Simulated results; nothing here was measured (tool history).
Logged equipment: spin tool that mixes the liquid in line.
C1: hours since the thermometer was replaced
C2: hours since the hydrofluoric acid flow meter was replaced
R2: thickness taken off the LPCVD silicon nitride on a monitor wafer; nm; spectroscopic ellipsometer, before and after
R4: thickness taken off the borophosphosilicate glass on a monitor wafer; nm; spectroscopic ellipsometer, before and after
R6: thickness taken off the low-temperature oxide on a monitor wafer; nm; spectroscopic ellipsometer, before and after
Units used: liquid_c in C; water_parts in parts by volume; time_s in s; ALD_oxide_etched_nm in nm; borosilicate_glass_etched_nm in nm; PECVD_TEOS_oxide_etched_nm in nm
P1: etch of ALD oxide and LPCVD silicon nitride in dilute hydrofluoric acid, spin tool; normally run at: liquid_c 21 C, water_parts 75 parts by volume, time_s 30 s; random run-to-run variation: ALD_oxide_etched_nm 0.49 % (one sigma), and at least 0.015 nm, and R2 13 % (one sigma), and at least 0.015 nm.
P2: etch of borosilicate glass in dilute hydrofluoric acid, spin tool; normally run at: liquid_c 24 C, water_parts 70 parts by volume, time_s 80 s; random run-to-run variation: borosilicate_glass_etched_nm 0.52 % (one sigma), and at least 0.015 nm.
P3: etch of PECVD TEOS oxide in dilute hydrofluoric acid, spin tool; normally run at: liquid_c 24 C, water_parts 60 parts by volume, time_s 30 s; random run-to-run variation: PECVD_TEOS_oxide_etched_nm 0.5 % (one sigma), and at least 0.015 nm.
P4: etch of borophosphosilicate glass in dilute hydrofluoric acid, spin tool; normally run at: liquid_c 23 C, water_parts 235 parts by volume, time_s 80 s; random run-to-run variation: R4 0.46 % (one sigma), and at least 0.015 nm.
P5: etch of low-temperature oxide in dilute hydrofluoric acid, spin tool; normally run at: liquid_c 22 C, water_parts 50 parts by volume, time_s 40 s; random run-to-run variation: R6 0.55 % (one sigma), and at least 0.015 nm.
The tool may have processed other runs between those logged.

{"run": 1, "day": 0.512, "process": "P1", "liquid_c": 21, "water_parts": 75, "time_s": 30, "C1": 814.4, "C2": 745.1, "ALD_oxide_etched_nm": 5.5646, "R2": 0.16905}
{"run": 2, "day": 0.954, "process": "P2", "liquid_c": 18, "water_parts": 70, "time_s": 80, "C1": 825, "C2": 755.7, "borosilicate_glass_etched_nm": 32.136}
{"run": 3, "day": 1.242, "process": "P4", "liquid_c": 23, "water_parts": 235, "time_s": 80, "C1": 831.9, "C2": 762.6, "R4": 13.087}
{"run": 4, "day": 1.758, "process": "P3", "liquid_c": 24, "water_parts": 110, "time_s": 30, "C1": 844.3, "C2": 775, "PECVD_TEOS_oxide_etched_nm": 4.6707}
{"run": 5, "day": 2.283, "process": "P1", "liquid_c": 21, "water_parts": 45, "time_s": 30, "C1": 856.9, "C2": 787.6, "ALD_oxide_etched_nm": 9.6062, "R2": 0.2928}
{"run": 6, "day": 2.542, "process": "P1", "liquid_c": 21, "water_parts": 40, "time_s": 15, "C1": 863.1, "C2": 793.8, "ALD_oxide_etched_nm": 5.4384, "R2": 0.14322}
{"run": 7, "day": 2.821, "process": "P1", "liquid_c": 21, "water_parts": 140, "time_s": 30, "C1": 869.8, "C2": 800.5, "ALD_oxide_etched_nm": 2.8091, "R2": 0.050437}
{"run": 8, "day": 3.254, "process": "P3", "liquid_c": 24, "water_parts": 60, "time_s": 60, "C1": 880.2, "C2": 810.9, "PECVD_TEOS_oxide_etched_nm": 18.391}
{"run": 9, "day": 3.825, "process": "P3", "liquid_c": 24, "water_parts": 60, "time_s": 30, "C1": 893.9, "C2": 824.6, "PECVD_TEOS_oxide_etched_nm": 9.1599}
{"run": 10, "day": 4.362, "process": "P1", "liquid_c": 21, "water_parts": 75, "time_s": 30, "C1": 906.8, "C2": 837.5, "ALD_oxide_etched_nm": 5.5718, "R2": 0.15602}
{"run": 11, "day": 4.704, "process": "P5", "liquid_c": 17, "water_parts": 50, "time_s": 40, "C1": 915, "C2": 845.7, "R6": 6.7819}
{"run": 12, "day": 5.242, "process": "P4", "liquid_c": 17, "water_parts": 235, "time_s": 80, "C1": 927.9, "C2": 858.6, "R4": 10.393}
{"run": 13, "day": 5.55, "process": "P5", "liquid_c": 22, "water_parts": 50, "time_s": 75, "C1": 935.3, "C2": 866, "R6": 15.843}
{"run": 14, "day": 5.858, "process": "P5", "liquid_c": 22, "water_parts": 50, "time_s": 40, "C1": 942.7, "C2": 873.4, "R6": 8.4025}
{"run": 15, "day": 6.425, "process": "P3", "liquid_c": 32.5, "water_parts": 60, "time_s": 30, "C1": 956.3, "C2": 887, "PECVD_TEOS_oxide_etched_nm": 12.866}
{"run": 16, "day": 6.721, "process": "P1", "liquid_c": 26.5, "water_parts": 75, "time_s": 30, "C1": 963.4, "C2": 894.1, "ALD_oxide_etched_nm": 6.9058, "R2": 0.20275}
{"run": 17, "day": 7.012, "process": "P1", "liquid_c": 21, "water_parts": 75, "time_s": 30, "C1": 970.4, "C2": 901.1, "ALD_oxide_etched_nm": 5.5842, "R2": 0.11525}
{"run": 18, "day": 7.383, "process": "P2", "liquid_c": 24, "water_parts": 70, "time_s": 80, "C1": 979.3, "C2": 910, "borosilicate_glass_etched_nm": 41.731}
{"run": 19, "day": 7.946, "process": "P1", "liquid_c": 17, "water_parts": 75, "time_s": 30, "C1": 992.8, "C2": 923.5, "ALD_oxide_etched_nm": 4.6837, "R2": 0.085943}
{"run": 20, "day": 8.229, "process": "P1", "liquid_c": 21, "water_parts": 75, "time_s": 15, "C1": 999.6, "C2": 930.3, "ALD_oxide_etched_nm": 2.8085, "R2": 0.094358}
{"run": 21, "day": 8.579, "process": "P5", "liquid_c": 22, "water_parts": 50, "time_s": 40, "C1": 1008, "C2": 938.7, "R6": 8.4611}
{"run": 22, "day": 8.958, "process": "P1", "liquid_c": 21, "water_parts": 75, "time_s": 30, "C1": 1017.1, "C2": 947.8, "ALD_oxide_etched_nm": 5.5671, "R2": 0.14797}
{"run": 23, "day": 9.233, "process": "P2", "liquid_c": 24, "water_parts": 40, "time_s": 80, "C1": 1023.7, "C2": 954.4, "borosilicate_glass_etched_nm": 75.242}
{"run": 24, "day": 9.675, "process": "P4", "liquid_c": 23, "water_parts": 435, "time_s": 80, "C1": 1034.3, "C2": 965, "R4": 5.8474}
{"run": 25, "day": 10.054, "process": "P5", "liquid_c": 22, "water_parts": 20, "time_s": 40, "C1": 1043.4, "C2": 974.1, "R6": 22.042}
{"run": 26, "day": 10.475, "process": "P1", "liquid_c": 17, "water_parts": 75, "time_s": 15, "C1": 1053.5, "C2": 984.2, "ALD_oxide_etched_nm": 2.3485, "R2": 0.053941}
{"run": 27, "day": 10.746, "process": "P1", "liquid_c": 21, "water_parts": 75, "time_s": 30, "C1": 1060, "C2": 990.7, "ALD_oxide_etched_nm": 5.5859, "R2": 0.17283}
{"run": 28, "day": 11.258, "process": "P3", "liquid_c": 24, "water_parts": 60, "time_s": 30, "C1": 1072.3, "C2": 1003, "PECVD_TEOS_oxide_etched_nm": 9.1215}
{"run": 29, "day": 11.667, "process": "P4", "liquid_c": 23, "water_parts": 235, "time_s": 20, "C1": 1082.1, "C2": 1012.8, "R4": 3.2649}
{"run": 30, "day": 12.229, "process": "P1", "liquid_c": 21, "water_parts": 75, "time_s": 55, "C1": 1095.6, "C2": 1026.3, "ALD_oxide_etched_nm": 10.159, "R2": 0.29125}
{"run": 31, "day": 12.575, "process": "P2", "liquid_c": 24, "water_parts": 70, "time_s": 165, "C1": 1103.9, "C2": 1034.6, "borosilicate_glass_etched_nm": 85.696}
{"run": 32, "day": 12.967, "process": "P1", "liquid_c": 21, "water_parts": 75, "time_s": 30, "C1": 1113.3, "C2": 1044, "ALD_oxide_etched_nm": 5.5916, "R2": 0.13927}
{"run": 33, "day": 13.283, "process": "P1", "liquid_c": 21, "water_parts": 75, "time_s": 30, "C1": 1120.9, "C2": 1051.6, "ALD_oxide_etched_nm": 5.624, "R2": 0.15622}
{"run": 34, "day": 13.608, "process": "P1", "liquid_c": 21, "water_parts": 75, "time_s": 30, "C1": 1128.7, "C2": 1059.4, "ALD_oxide_etched_nm": 5.751, "R2": 0.15504}
{"run": 35, "day": 13.904, "process": "P1", "liquid_c": 21, "water_parts": 75, "time_s": 30, "C1": 1135.8, "C2": 1066.5, "ALD_oxide_etched_nm": 5.8222, "R2": 0.19736}
{"run": 36, "day": 14.329, "process": "P1", "liquid_c": 21, "water_parts": 75, "time_s": 30, "C1": 1146, "C2": 1076.7, "ALD_oxide_etched_nm": 5.8661, "R2": 0.15889}
{"run": 37, "day": 14.633, "process": "P1", "liquid_c": 21, "water_parts": 75, "time_s": 30, "C1": 1153.3, "C2": 1084, "ALD_oxide_etched_nm": 5.9057, "R2": 0.20056}
{"run": 38, "day": 15.075, "process": "P1", "liquid_c": 21, "water_parts": 75, "time_s": 30, "C1": 1163.9, "C2": 1094.6, "ALD_oxide_etched_nm": 5.8752, "R2": 0.19571}
{"run": 39, "day": 15.388, "process": "P1", "liquid_c": 21, "water_parts": 75, "time_s": 30, "C1": 1171.4, "C2": 1102.1, "ALD_oxide_etched_nm": 5.9672, "R2": 0.23311}
{"run": 40, "day": 15.888, "process": "P1", "liquid_c": 21, "water_parts": 75, "time_s": 30, "C1": 1183.4, "C2": 1114.1, "ALD_oxide_etched_nm": 5.8954, "R2": 0.21409}
{"run": 41, "day": 16.221, "process": "P1", "liquid_c": 21, "water_parts": 75, "time_s": 30, "C1": 1191.4, "C2": 1122.1, "ALD_oxide_etched_nm": 5.9814, "R2": 0.14507}
{"run": 42, "day": 16.742, "process": "P1", "liquid_c": 21, "water_parts": 75, "time_s": 30, "C1": 1203.9, "C2": 1134.6, "ALD_oxide_etched_nm": 6.0493, "R2": 0.16209}
{"run": 43, "day": 17.25, "process": "P1", "liquid_c": 21, "water_parts": 75, "time_s": 30, "C1": 1216.1, "C2": 1146.8, "ALD_oxide_etched_nm": 6.0379, "R2": 0.19}

What P1 gives has crept away from where it was. These 2 causes fit the log equally well, each at the size given:
A: hydrofluoric acid flow above the setpoint (%) = 7.23
B: liquid hotter than its thermometer reads (K) = 1.85
The process output started creeping at around day 12.967.

Which of the 4 check runs listed below, each an average over 2 wafers with its results shown as question marks, gives clearly different results under the different listed causes?
{"run": "check 1", "day": 17.758, "process": "P2", "liquid_c": 19.5, "water_parts": 70, "time_s": 80, "borosilicate_glass_etched_nm": "?"}
{"run": "check 2", "day": 17.758, "process": "P5", "liquid_c": 17, "water_parts": 50, "time_s": 75, "R6": "?"}
{"run": "check 3", "day": 17.758, "process": "P4", "liquid_c": 23, "water_parts": 410, "time_s": 80, "R4": "?"}
{"run": "check 4", "day": 17.758, "process": "P3", "liquid_c": 24, "water_parts": 105, "time_s": 55, "PECVD_TEOS_oxide_etched_nm": "?"}

Expected result of each check under each candidate cause:
check=check_1 result=borosilicate_glass_etched_nm if_A=36.997 if_B=37.069
check=check_2 result=R6 if_A=13.754 if_B=13.841
check=check_3 result=R4 if_A=6.9624 if_B=6.7322
check=check_4 result=PECVD_TEOS_oxide_etched_nm if_A=9.7836 if_B=9.7243
Per-check spread between the two closest causes, in the result where they differ most: check 1 0.19 %; check 2 0.63 %; check 3 3.36 %; check 4 0.61 %
Check 3 distinguishes between the causes, while the remaining checks would return nearly the same result for all of them.

The results of check 3 are: R4 6.7483 nm. Based on these, which of the listed causes is it?

Of the candidate causes, it is B: liquid hotter than its thermometer reads (K).

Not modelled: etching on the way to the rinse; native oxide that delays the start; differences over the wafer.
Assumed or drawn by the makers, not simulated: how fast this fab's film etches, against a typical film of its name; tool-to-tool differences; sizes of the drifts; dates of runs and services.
